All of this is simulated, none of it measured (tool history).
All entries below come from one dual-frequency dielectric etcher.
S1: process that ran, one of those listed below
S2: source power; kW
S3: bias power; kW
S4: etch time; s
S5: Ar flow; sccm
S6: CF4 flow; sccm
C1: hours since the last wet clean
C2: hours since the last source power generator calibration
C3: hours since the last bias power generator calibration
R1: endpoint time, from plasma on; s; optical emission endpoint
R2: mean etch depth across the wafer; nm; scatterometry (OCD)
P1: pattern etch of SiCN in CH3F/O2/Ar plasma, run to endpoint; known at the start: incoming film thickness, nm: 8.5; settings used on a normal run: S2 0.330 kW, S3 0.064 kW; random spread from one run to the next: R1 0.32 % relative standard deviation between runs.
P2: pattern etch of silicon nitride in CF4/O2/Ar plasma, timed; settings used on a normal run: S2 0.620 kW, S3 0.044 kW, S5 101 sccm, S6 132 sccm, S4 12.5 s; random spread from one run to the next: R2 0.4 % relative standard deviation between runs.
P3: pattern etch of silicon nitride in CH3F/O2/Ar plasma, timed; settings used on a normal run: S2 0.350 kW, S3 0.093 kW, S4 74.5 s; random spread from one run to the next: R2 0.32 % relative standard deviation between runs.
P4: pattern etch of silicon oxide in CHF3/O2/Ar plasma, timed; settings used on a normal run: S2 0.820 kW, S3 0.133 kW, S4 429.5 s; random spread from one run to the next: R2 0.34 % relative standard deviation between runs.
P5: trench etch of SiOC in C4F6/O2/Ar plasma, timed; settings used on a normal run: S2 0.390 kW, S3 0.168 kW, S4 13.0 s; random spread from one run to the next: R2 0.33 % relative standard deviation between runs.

run,hour,S1,S2,S3,S4,S5,S6,C1,C2,C3,R1,R2
1,2.6,P1,0.330,0.064,,,,166.7,1943.0,342.0,24.898,
2,6.9,P1,0.330,0.064,,,,171.0,1947.3,346.3,24.925,
3,8.9,P3,0.350,0.093,41.0,,,173.0,1949.3,348.3,,30.255
4,10.9,P1,0.330,0.064,,,,175.0,1951.3,350.3,24.935,
5,13.2,P5,0.390,0.168,13.0,,,177.3,1953.6,352.6,,25.175
6,16.9,P3,0.350,0.093,74.5,,,181.0,1957.3,356.3,,54.806
7,20.4,P3,0.210,0.093,74.5,,,184.5,1960.8,359.8,,45.327
8,24.8,P1,0.330,0.064,,,,188.9,1965.2,364.2,24.838,
9,28.5,P4,0.820,0.096,429.5,,,192.6,1968.9,367.9,,778.680
10,32.4,P4,0.820,0.133,429.5,,,196.5,1972.8,371.8,,857.460
11,36.9,P2,0.620,0.044,16.0,101,132,201.0,1977.3,376.3,,37.374
12,39.6,P2,0.620,0.044,12.5,101,103,203.7,1980.0,379.0,,28.228
13,42.7,P2,0.620,0.044,12.5,66,132,206.8,1983.1,382.1,,30.513
14,46.3,P1,0.330,0.064,,,,210.4,1986.7,385.7,24.776,
15,49.5,P1,0.330,0.064,,,,213.6,1989.9,388.9,24.854,
16,51.8,P4,0.990,0.133,429.5,,,215.9,1992.2,391.2,,926.690
17,55.8,P5,0.390,0.168,19.0,,,219.9,1996.2,395.2,,36.765
18,59.8,P1,0.260,0.074,,,,223.9,2000.2,399.2,25.902,
19,63.5,P5,0.290,0.168,13.0,,,227.6,2003.9,402.9,,22.438
20,66.2,P2,0.620,0.054,12.5,101,132,230.3,2006.6,405.6,,31.174
21,70.0,P1,0.330,0.086,,,,234.1,2010.4,409.4,22.411,
22,72.4,P3,0.350,0.069,74.5,,,236.5,2012.8,411.8,,49.417
23,75.8,P1,0.260,0.064,,,,239.9,2016.2,415.2,27.364,
24,79.7,P1,0.330,0.045,,,,243.8,2020.1,419.1,27.985,
25,82.7,P2,0.360,0.044,12.5,101,132,246.8,2023.1,422.1,,18.044
26,85.5,P1,0.430,0.064,,,,249.6,2025.9,424.9,22.568,
27,88.2,P2,0.620,0.044,12.5,101,132,252.3,2028.6,427.6,,29.169
28,91.6,P3,0.350,0.093,74.5,,,255.7,2032.0,431.0,,54.972
29,94.4,P5,0.390,0.214,13.0,,,258.5,2034.8,433.8,,27.230
30,98.2,P4,0.820,0.133,263.5,,,262.3,2038.6,437.6,,525.510
31,100.6,P1,0.330,0.064,,,,264.7,2041.0,440.0,24.812,
32,103.4,P1,0.330,0.064,,,,267.5,2043.8,442.8,24.775,
33,107.8,P1,0.330,0.064,,,,271.9,2048.2,447.2,24.518,
34,110.5,P1,0.330,0.064,,,,274.6,2050.9,449.9,24.652,
35,113.7,P1,0.330,0.064,,,,277.8,2054.1,453.1,24.538,
# hour 116.5: wet clean of the chamber
36,116.5,P1,0.330,0.064,,,,0.0,2056.9,455.9,24.455,
37,120.2,P1,0.330,0.064,,,,3.7,2060.6,459.6,24.494,
38,124.4,P1,0.330,0.064,,,,7.9,2064.8,463.8,24.419,

What P1 gives has crept off from where it sat before. The 2 causes that follow fit the log equally well, each at the size noted:
A: source power that arrives over what is set, % = 4.54
B: bias power that arrives over what is set, % = 4.88
Creep in the process output first set in at about hour 100.6.
Other possible causes, and why each is ruled out:
chamber walls in a state that raises the etch rate, %: its service at hour 116.5 followed the start of the drift and did not put the process back to its old value

Below are 4 check runs, each averaged over 2 wafers, with their results shown as question marks. Which of them would give clearly different results depending on which cause is behind the drift?
check 1,128.6,P5,0.390,0.168,13.0,,,,,,,?
check 2,128.6,P3,0.350,0.093,74.5,,,,,,,?
check 3,128.6,P4,0.820,0.133,429.5,,,,,,,?
check 4,128.6,P2,0.620,0.044,12.5,101,132,,,,,?

Predicted outcomes, by check and by cause:
check,result,if A,if B
check 1,R2,25.637,25.576
check 2,R2,55.855,55.907
check 3,R2,875.190,872.810
check 4,R2,30.298,29.623
Gap, in per cent, between the two causes that each check separates least, read from the result that separates them most: check 1 0.24 %; check 2 0.09 %; check 3 0.27 %; check 4 2.25 %
Of the check runs offered, only check 4 discriminates between the causes; the rest would read about the same regardless of which cause applies.

Check 4 was then run and gave: R2 29.610 nm. Which cause is it?

The cause is B: bias power that arrives over what is set, %.
